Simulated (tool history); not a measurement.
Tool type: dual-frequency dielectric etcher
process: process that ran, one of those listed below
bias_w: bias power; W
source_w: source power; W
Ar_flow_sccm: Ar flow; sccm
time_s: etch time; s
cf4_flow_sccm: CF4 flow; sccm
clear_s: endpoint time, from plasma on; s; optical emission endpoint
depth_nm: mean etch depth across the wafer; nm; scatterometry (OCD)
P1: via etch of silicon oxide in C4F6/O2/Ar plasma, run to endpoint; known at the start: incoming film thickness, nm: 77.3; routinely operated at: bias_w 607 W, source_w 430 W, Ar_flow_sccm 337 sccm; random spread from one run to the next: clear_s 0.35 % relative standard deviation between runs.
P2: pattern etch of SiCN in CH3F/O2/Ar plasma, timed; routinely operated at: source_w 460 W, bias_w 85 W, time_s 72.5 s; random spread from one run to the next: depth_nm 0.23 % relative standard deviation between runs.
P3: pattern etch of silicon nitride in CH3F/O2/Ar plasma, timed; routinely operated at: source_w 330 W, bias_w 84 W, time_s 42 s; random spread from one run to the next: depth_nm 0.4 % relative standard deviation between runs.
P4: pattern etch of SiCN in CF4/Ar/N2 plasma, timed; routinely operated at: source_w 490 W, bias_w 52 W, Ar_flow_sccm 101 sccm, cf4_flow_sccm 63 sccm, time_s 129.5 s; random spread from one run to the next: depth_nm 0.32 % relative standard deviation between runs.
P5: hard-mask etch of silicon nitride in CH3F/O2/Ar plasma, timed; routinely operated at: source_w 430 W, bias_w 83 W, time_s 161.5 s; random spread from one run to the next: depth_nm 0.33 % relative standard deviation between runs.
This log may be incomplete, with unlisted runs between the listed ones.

run,hour,process,bias_w,source_w,Ar_flow_sccm,time_s,cf4_flow_sccm,hours since the last wet clean,hours since the last bias power generator calibration,hours since the last source power generator calibration,hours since the last Ar flow controller change,clear_s,depth_nm
1,9.1,P1,607,430,337,,,432.8,405.5,2002.1,2205.8,15.074,
2,21.6,P3,84,330,,60.5,,445.3,418,2014.6,2218.3,,41.304
3,30,P1,607,430,337,,,453.7,426.4,2023,2226.7,15.047,
4,40.9,P1,607,430,337,,,464.6,437.3,2033.9,2237.6,15.096,
5,50.5,P3,104,330,,42,,474.2,446.9,2043.5,2247.2,,31.194
6,58.6,P5,83,430,,161.5,,482.3,455,2051.6,2255.3,,117.86
7,69.3,P2,85,460,,92,,493,465.7,2062.3,2266,,38.428
8,76.6,P1,607,430,241,,,500.3,473,2069.6,2273.3,14.523,
# hour 78.4: Ar flow controller replaced
9,86.5,P5,83,430,,203,,510.2,482.9,2079.5,8.2,,148.74
10,92.3,P2,85,460,,72.5,,516,488.7,2085.3,14,,30.375
11,101.2,P1,607,430,337,,,524.9,497.6,2094.2,22.9,15.072,
12,110.1,P5,83,250,,161.5,,533.8,506.5,2103.1,31.8,,96.603
13,116.1,P4,52,490,101,129.5,77,539.8,512.5,2109.1,37.8,,108.83
14,121.8,P1,607,530,471,,,545.5,518.2,2114.8,43.5,14.574,
15,129.2,P1,607,540,337,,,552.9,525.6,2122.2,50.9,13.814,
16,141.9,P1,607,430,337,,,565.6,538.3,2134.9,63.6,15.096,
17,147.7,P4,52,490,127,129.5,63,571.4,544.1,2140.7,69.4,,101.22
18,156.1,P1,806,430,337,,,579.8,552.5,2149.1,77.8,13.544,
19,164.9,P2,114,460,,72.5,,588.6,561.3,2157.9,86.6,,33.773
# hour 166.4: bias power generator calibrated
20,172,P3,84,330,,42,,595.7,5.7,2165,93.7,,28.958
21,183.4,P2,85,460,,72.5,,607.1,17.1,2176.4,105.1,,30.272
22,191.5,P3,84,330,,42,,615.2,25.2,2184.5,113.2,,28.663
23,199.5,P1,607,430,337,,,623.2,33.2,2192.5,121.2,15.069,
24,212.1,P4,52,490,101,72,63,635.8,45.8,2205.1,133.8,,58.369
25,221.6,P1,607,430,337,,,645.3,55.3,2214.6,143.3,15.039,
26,231.8,P5,105,430,,161.5,,655.5,65.5,2224.8,153.5,,128.51
27,239.6,P4,52,490,101,129.5,63,663.3,73.3,2232.6,161.3,,105.12
28,249.4,P1,377,430,337,,,673.1,83.1,2242.4,171.1,18.066,
29,258.3,P3,84,400,,42,,682,92,2251.3,180,,31.076
30,268.3,P2,85,330,,72.5,,692,102,2261.3,190,,26.657
31,281.1,P1,607,430,441,,,704.8,114.8,2274.1,202.8,15.628,
32,286.8,P4,71,490,101,129.5,63,710.5,120.5,2279.8,208.5,,117.09
33,295.7,P4,52,590,101,129.5,63,719.4,129.4,2288.7,217.4,,124.35
34,304.9,P1,607,330,337,,,728.6,138.6,2297.9,226.6,16.481,
35,313.9,P4,52,490,101,129.5,63,737.6,147.6,2306.9,235.6,,105.42
36,323.1,P1,607,430,337,,,746.8,156.8,2316.1,244.8,15.142,
37,333.3,P1,607,430,337,,,757,167,2326.3,255,15.18,
38,343.7,P1,607,430,337,,,767.4,177.4,2336.7,265.4,15.255,
39,353.1,P1,607,430,337,,,776.8,186.8,2346.1,274.8,15.225,
# hour 361.6: wet clean of the chamber
40,362.4,P1,607,430,337,,,0.9,196.1,2355.4,284.1,15.411,
41,373.7,P1,607,430,337,,,12.2,207.4,2366.7,295.4,15.459,
42,386.3,P1,607,430,337,,,24.8,220,2379.3,308,15.252,

Expected results for the next run?
43,398,P1,607,430,337,,,36.5,231.7,2391,319.7,?,

{"run 43": {"clear_s": 15.398}}
